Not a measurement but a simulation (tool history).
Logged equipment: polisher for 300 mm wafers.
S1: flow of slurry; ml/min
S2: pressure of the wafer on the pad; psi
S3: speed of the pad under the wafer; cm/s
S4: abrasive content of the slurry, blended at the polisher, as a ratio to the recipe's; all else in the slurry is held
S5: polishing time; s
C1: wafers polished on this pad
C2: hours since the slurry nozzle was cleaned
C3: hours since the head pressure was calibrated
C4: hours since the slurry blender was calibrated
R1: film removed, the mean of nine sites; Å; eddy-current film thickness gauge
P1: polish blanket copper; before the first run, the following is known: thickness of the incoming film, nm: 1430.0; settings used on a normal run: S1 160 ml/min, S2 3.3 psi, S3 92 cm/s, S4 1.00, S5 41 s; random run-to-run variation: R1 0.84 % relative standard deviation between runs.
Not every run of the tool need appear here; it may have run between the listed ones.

| run | hour | S1 | S2 | S3 | S4 | S5 | C1 | C2 | C3 | C4 | R1 |
|---|---|---|---|---|---|---|---|---|---|---|---|
| 1 | 9.4 | 160 | 3.3 | 92 | 1.00 | 41 | 515 | 210.2 | 376.5 | 239.3 | 1058.80 |
| 2 | 16.8 | 160 | 3.3 | 42 | 1.00 | 41 | 571 | 217.6 | 383.9 | 246.7 | 482.76 |
| 3 | 28.1 | 160 | 3.3 | 92 | 1.00 | 41 | 655 | 228.9 | 395.2 | 258.0 | 1059.30 |
| 4 | 41.9 | 160 | 3.3 | 92 | 1.25 | 41 | 758 | 242.7 | 409.0 | 271.8 | 1102.50 |
| 5 | 54.2 | 160 | 3.3 | 62 | 1.00 | 60 | 850 | 255.0 | 421.3 | 284.1 | 1035.60 |
| 6 | 62.2 | 160 | 3.3 | 92 | 1.00 | 19 | 910 | 263.0 | 429.3 | 292.1 | 485.01 |
| 7 | 72.7 | 160 | 3.3 | 92 | 0.50 | 41 | 989 | 273.5 | 439.8 | 302.6 | 915.53 |
|  | 77.3 | worn pad replaced by a new one |
| 8 | 82.9 | 160 | 3.3 | 92 | 1.40 | 20 | 42 | 283.7 | 450.0 | 312.8 | 554.25 |
| 9 | 98.4 | 120 | 3.3 | 92 | 1.00 | 41 | 158 | 299.2 | 465.5 | 328.3 | 982.11 |
| 10 | 110.1 | 245 | 3.3 | 92 | 1.00 | 41 | 246 | 310.9 | 477.2 | 340.0 | 1106.30 |
| 11 | 119.8 | 160 | 3.3 | 92 | 1.00 | 41 | 318 | 320.6 | 486.9 | 349.7 | 1042.10 |
| 12 | 135.9 | 160 | 5.2 | 92 | 1.00 | 41 | 439 | 336.7 | 503.0 | 365.8 | 1640.60 |
| 13 | 150.5 | 160 | 3.3 | 92 | 1.00 | 41 | 548 | 351.3 | 517.6 | 380.4 | 1047.50 |
| 14 | 162.3 | 160 | 3.3 | 92 | 1.00 | 41 | 636 | 363.1 | 529.4 | 392.2 | 1037.40 |
| 15 | 172.5 | 160 | 3.3 | 116 | 1.00 | 41 | 712 | 373.3 | 539.6 | 402.4 | 1339.20 |
| 16 | 186.1 | 160 | 3.3 | 92 | 1.00 | 64 | 814 | 386.9 | 553.2 | 416.0 | 1647.90 |
| 17 | 197.3 | 160 | 3.3 | 92 | 1.00 | 41 | 898 | 398.1 | 564.4 | 427.2 | 1041.30 |
| 18 | 212.0 | 160 | 3.3 | 92 | 1.00 | 41 | 1008 | 412.8 | 579.1 | 441.9 | 1062.60 |
| 19 | 221.5 | 160 | 1.5 | 92 | 1.00 | 41 | 1079 | 422.3 | 588.6 | 451.4 | 482.57 |
| 20 | 230.7 | 160 | 3.3 | 92 | 1.00 | 41 | 1148 | 431.5 | 597.8 | 460.6 | 1044.80 |

What will run 21 give?
| 21 | 244.8 | 160 | 3.3 | 92 | 1.00 | 41 | 1253 | 445.6 | 611.9 | 474.7 | ? |

R1: 1020.50 Å
